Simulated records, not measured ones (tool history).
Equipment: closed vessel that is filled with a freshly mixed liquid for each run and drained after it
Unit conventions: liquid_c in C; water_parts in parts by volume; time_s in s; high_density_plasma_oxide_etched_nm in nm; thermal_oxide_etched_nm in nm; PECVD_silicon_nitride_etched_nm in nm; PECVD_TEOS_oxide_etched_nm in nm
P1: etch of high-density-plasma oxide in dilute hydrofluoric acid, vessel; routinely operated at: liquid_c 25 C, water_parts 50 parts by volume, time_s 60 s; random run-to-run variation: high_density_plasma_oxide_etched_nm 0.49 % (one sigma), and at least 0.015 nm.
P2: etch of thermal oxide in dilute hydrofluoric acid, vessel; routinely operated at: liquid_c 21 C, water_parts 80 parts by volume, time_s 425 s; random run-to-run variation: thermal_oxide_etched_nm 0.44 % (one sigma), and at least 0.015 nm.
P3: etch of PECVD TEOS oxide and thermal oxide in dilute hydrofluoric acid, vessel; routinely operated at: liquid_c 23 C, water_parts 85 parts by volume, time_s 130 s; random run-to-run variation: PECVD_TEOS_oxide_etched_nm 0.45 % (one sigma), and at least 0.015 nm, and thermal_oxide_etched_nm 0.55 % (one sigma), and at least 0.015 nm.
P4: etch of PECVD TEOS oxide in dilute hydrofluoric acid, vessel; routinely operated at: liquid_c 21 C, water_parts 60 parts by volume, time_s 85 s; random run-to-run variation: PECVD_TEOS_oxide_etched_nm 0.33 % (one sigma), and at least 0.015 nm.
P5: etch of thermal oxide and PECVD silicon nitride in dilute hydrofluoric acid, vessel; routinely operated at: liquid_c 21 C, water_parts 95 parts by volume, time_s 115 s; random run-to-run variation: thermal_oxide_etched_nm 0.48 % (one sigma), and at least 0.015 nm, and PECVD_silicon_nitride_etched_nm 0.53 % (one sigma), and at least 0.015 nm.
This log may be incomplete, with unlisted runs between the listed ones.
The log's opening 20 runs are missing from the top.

run,hour,process,liquid_c,water_parts,time_s,hours since the thermometer was replaced,hours since the hydrofluoric acid flow meter was replaced,high_density_plasma_oxide_etched_nm,thermal_oxide_etched_nm,PECVD_silicon_nitride_etched_nm,PECVD_TEOS_oxide_etched_nm
21,221.5,P3,23,85,130,719.8,1481.4,,6.4762,,27.59
22,233.4,P4,21,20,85,731.7,1493.3,,,,53.878
23,242,P1,32.5,50,60,740.3,1501.9,19.908,,,
24,254.1,P3,31,85,130,752.4,1514,,8.8206,,37.809
25,267.6,P4,21,60,30,765.9,1527.5,,,,6.099
26,281.3,P1,25,50,60,779.6,1541.2,14.806,,,
27,293.2,P5,27,95,115,791.5,1553.1,,6.7949,7.7395,
28,305.4,P1,25,75,60,803.7,1565.3,9.5562,,,
29,317.9,P1,25,50,60,816.2,1577.8,14.725,,,
30,325.9,P3,23,85,130,824.2,1585.8,,6.432,,27.74
31,340.5,P1,25,50,60,838.8,1600.4,14.727,,,
32,354.3,P2,21,120,425,852.6,1614.2,,14.093,,
33,367.7,P4,21,60,85,866,1627.6,,,,17.196
34,377,P1,25,50,60,875.3,1636.9,14.716,,,
35,389.7,P1,25,50,60,888,1649.6,15.443,,,
36,403.7,P1,25,50,60,902,1663.6,15.474,,,
37,416.6,P1,25,50,60,914.9,1676.5,15.606,,,

Run 38 comes next. What will it give?
38,423.6,P1,25,50,60,921.9,1683.5,?,,,

high_density_plasma_oxide_etched_nm: 15.706 nm

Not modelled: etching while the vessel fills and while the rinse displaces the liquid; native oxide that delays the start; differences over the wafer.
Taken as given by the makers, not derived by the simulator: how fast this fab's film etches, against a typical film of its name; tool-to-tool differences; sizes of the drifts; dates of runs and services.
